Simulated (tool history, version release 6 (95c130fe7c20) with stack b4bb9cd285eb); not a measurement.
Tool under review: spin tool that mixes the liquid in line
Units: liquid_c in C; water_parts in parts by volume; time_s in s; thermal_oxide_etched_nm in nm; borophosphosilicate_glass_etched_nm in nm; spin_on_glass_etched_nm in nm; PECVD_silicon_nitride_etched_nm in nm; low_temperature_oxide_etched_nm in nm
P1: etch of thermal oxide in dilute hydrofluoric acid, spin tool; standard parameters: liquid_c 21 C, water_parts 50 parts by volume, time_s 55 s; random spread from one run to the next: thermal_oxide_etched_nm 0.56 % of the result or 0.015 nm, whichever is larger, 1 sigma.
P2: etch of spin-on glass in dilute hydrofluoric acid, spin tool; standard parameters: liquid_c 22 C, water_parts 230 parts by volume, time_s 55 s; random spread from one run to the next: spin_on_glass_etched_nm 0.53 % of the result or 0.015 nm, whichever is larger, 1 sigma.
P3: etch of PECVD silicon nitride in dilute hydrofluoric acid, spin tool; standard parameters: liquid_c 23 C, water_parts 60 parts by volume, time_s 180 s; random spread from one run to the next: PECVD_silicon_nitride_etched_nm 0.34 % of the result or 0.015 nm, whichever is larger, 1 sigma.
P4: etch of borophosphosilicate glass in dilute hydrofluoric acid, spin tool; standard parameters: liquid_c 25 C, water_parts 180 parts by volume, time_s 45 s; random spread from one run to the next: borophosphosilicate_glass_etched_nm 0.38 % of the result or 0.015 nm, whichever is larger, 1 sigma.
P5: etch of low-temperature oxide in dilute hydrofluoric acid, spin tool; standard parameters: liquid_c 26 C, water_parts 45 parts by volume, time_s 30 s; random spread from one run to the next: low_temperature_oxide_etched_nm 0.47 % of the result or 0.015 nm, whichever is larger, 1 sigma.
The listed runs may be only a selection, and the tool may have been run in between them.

run,day,process,liquid_c,water_parts,time_s,hours since the thermometer was replaced,hours since the hydrofluoric acid flow meter was replaced,thermal_oxide_etched_nm,borophosphosilicate_glass_etched_nm,spin_on_glass_etched_nm,PECVD_silicon_nitride_etched_nm,low_temperature_oxide_etched_nm
1,0.338,P1,21,50,55,713.6,1001.8,4.9561,,,,
2,0.767,P1,21,70,55,723.9,1012.1,3.4796,,,,
3,1.325,P1,25.5,50,55,737.3,1025.5,5.9827,,,,
4,1.688,P1,21,50,55,746,1034.2,4.9723,,,,
5,2.312,P1,21,50,55,761,1049.2,4.941,,,,
6,2.696,P4,25,180,15,770.2,1058.4,,4.8855,,,
# day 3.092: thermometer replaced
7,3.25,P2,22,230,30,3.9,1071.7,,,4.7944,,
8,3.617,P4,25,180,45,12.7,1080.5,,14.746,,,
9,4.254,P2,17,230,55,28,1095.8,,,7.2733,,
10,4.754,P3,23,40,180,40,1107.8,,,,23.082,
11,5.062,P5,26,45,15,47.4,1115.2,,,,,10.294
12,5.5,P1,17,50,55,57.9,1125.7,4.1546,,,,
13,6.025,P1,17,50,30,70.5,1138.3,2.2758,,,,
14,6.371,P1,21,50,25,78.8,1146.6,2.2754,,,,
15,6.821,P2,22,50,55,89.6,1157.4,,,49.491,,
16,7.154,P4,17.5,180,45,97.6,1165.4,,10.949,,,
17,7.542,P5,26,45,30,106.9,1174.7,,,,,20.403
18,8.133,P3,23,60,15,121.1,1188.9,,,,1.302,
19,8.596,P2,22,230,55,132.2,1200,,,8.7984,,
20,8.9,P5,32.5,45,30,139.5,1207.3,,,,,26.256
21,9.408,P1,21,50,55,151.7,1219.5,4.9583,,,,
22,9.704,P3,19,60,180,158.8,1226.6,,,,11.81,
23,10.142,P1,21,50,95,169.3,1237.1,8.5976,,,,
24,10.646,P1,21,50,55,181.4,1249.2,4.9456,,,,
25,11.208,P5,26,20,30,194.9,1262.7,,,,,47.218
26,11.525,P4,25,50,45,202.5,1270.3,,62.449,,,
27,12.133,P1,21,20,55,217.1,1284.9,12.857,,,,
28,12.525,P3,23,60,180,226.5,1294.3,,,,15.515,
29,13.008,P1,21,50,55,238.1,1305.9,4.9899,,,,
30,13.588,P1,21,50,55,252,1319.8,4.8058,,,,
31,14.183,P1,21,50,55,266.3,1334.1,4.731,,,,
32,14.483,P1,21,50,55,273.5,1341.3,4.7471,,,,
33,15.012,P1,21,50,55,286.2,1354,4.6403,,,,
34,15.317,P1,21,50,55,293.5,1361.3,4.6753,,,,
35,15.842,P1,21,50,55,306.1,1373.9,4.6222,,,,
36,16.35,P1,21,50,55,318.3,1386.1,4.6083,,,,
37,16.992,P1,21,50,55,333.7,1401.5,4.5806,,,,
38,17.6,P1,21,50,55,348.3,1416.1,4.6307,,,,
39,18.054,P1,21,50,55,359.2,1427,4.5883,,,,
40,18.533,P1,21,50,55,370.7,1438.5,4.6222,,,,

The log shows P1 creeping away from where it was. Any of the 2 causes listed here, at the size stated for it, fits the log just as well as the others:
A: liquid colder than its thermometer reads (K) = 1.86
B: hydrofluoric acid flow below the setpoint (%) = 7.12
The gradual shift began around day 13.008.

4 check runs are offered, one wafer each, their results left as question marks. Which one tells the causes apart?
check 1,19.012,P2,22,75,55,,,,,?,,
check 2,19.012,P4,19,100,45,,,,?,,,
check 3,19.012,P5,32,45,30,,,,,,,?
check 4,19.012,P3,19.5,60,90,,,,,,?,

How each check would come out, cause by cause:
check,result,if A,if B
check 1,spin_on_glass_etched_nm,29.671,29.557
check 2,borophosphosilicate_glass_etched_nm,21.155,21.061
check 3,low_temperature_oxide_etched_nm,24.016,23.854
check 4,PECVD_silicon_nitride_etched_nm,5.3745,5.6964
Per-check spread between the two closest causes, in the result where they differ most: check 1 0.39 %; check 2 0.45 %; check 3 0.67 %; check 4 5.82 %
Check 4 distinguishes between the causes, while the remaining checks would return nearly the same result for all of them.

Then check 4 was run and gave: PECVD_silicon_nitride_etched_nm 5.7123 nm. Which cause is it?

Of the candidate causes, it is B: hydrofluoric acid flow below the setpoint (%).

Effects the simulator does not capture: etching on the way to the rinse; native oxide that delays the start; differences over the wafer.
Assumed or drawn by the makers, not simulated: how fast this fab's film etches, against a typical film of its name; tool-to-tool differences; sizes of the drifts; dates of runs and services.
